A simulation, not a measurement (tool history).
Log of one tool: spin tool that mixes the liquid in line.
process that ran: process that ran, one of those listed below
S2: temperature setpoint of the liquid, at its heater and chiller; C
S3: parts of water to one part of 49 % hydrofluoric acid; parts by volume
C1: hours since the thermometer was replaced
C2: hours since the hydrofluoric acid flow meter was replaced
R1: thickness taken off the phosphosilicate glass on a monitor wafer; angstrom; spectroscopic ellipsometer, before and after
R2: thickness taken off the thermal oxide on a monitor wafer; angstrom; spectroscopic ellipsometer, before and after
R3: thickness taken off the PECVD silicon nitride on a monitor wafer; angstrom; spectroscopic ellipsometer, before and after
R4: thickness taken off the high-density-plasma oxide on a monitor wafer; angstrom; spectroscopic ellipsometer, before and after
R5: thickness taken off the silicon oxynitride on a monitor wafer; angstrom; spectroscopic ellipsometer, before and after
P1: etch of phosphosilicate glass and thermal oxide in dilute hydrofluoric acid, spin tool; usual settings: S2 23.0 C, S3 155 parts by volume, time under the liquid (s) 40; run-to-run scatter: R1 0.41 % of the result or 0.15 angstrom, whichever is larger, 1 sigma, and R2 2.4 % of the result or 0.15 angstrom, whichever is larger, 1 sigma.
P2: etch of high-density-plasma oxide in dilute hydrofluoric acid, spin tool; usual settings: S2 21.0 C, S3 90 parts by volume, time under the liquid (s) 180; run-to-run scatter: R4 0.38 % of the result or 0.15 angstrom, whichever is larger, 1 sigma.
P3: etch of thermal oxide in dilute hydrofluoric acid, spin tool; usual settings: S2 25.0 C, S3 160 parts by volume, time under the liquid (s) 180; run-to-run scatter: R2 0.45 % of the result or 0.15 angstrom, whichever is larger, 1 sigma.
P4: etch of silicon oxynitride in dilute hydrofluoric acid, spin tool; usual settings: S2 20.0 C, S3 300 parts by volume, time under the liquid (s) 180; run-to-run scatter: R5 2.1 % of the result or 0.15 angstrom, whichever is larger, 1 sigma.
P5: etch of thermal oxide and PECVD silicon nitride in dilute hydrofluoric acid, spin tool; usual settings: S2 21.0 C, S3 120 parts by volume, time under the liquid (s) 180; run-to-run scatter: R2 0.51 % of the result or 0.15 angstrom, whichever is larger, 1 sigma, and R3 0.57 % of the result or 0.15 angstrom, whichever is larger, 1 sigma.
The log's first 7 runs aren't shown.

run 8 hour=36.8 | process_that_ran=P2 S2=21.0 S3=90 time_under_the_liquid_(s)=285 | C1=617.8 C2=354.3 | R4=139.540
run 9 hour=43.5 | process_that_ran=P1 S2=23.0 S3=155 time_under_the_liquid_(s)=40 | C1=624.5 C2=361.0 | R1=196.780 R2=11.4180
run 10 hour=47.3 | process_that_ran=P5 S2=21.0 S3=120 time_under_the_liquid_(s)=180 | C1=628.3 C2=364.8 | R2=56.9780 R3=35.217
run 11 hour=53.0 | process_that_ran=P2 S2=21.0 S3=135 time_under_the_liquid_(s)=180 | C1=634.0 C2=370.5 | R4=55.773
-- hour=53.3 hydrofluoric acid flow meter replaced
run 12 hour=56.4 | process_that_ran=P1 S2=23.0 S3=280 time_under_the_liquid_(s)=40 | C1=637.4 C2=3.2 | R1=95.061 R2=5.4531
run 13 hour=61.7 | process_that_ran=P3 S2=25.0 S3=160 time_under_the_liquid_(s)=350 | C1=642.7 C2=8.5 | R2=98.5450
run 14 hour=66.2 | process_that_ran=P5 S2=26.5 S3=120 time_under_the_liquid_(s)=180 | C1=647.2 C2=13.0 | R2=71.0500 R3=51.308
run 15 hour=71.8 | process_that_ran=P1 S2=29.0 S3=155 time_under_the_liquid_(s)=40 | C1=652.8 C2=18.6 | R1=242.750 R2=13.3310
run 16 hour=76.4 | process_that_ran=P2 S2=17.0 S3=90 time_under_the_liquid_(s)=180 | C1=657.4 C2=23.2 | R4=74.083
run 17 hour=80.0 | process_that_ran=P4 S2=20.0 S3=300 time_under_the_liquid_(s)=180 | C1=661.0 C2=26.8 | R5=10.811
run 18 hour=83.3 | process_that_ran=P1 S2=23.0 S3=155 time_under_the_liquid_(s)=40 | C1=664.3 C2=30.1 | R1=193.870 R2=10.5190
run 19 hour=87.5 | process_that_ran=P1 S2=19.0 S3=255 time_under_the_liquid_(s)=40 | C1=668.5 C2=34.3 | R1=92.836 R2=5.2716
run 20 hour=91.0 | process_that_ran=P1 S2=23.0 S3=155 time_under_the_liquid_(s)=60 | C1=672.0 C2=37.8 | R1=291.190 R2=16.7910
run 21 hour=96.4 | process_that_ran=P1 S2=23.0 S3=155 time_under_the_liquid_(s)=40 | C1=677.4 C2=43.2 | R1=194.640 R2=10.8740

Forecast run 22:
run 22 hour=101.3 | process_that_ran=P4 S2=20.0 S3=165 time_under_the_liquid_(s)=180 | C1=682.3 C2=48.1 | R5=?

Run 22 gave R5 21.269 angstrom.
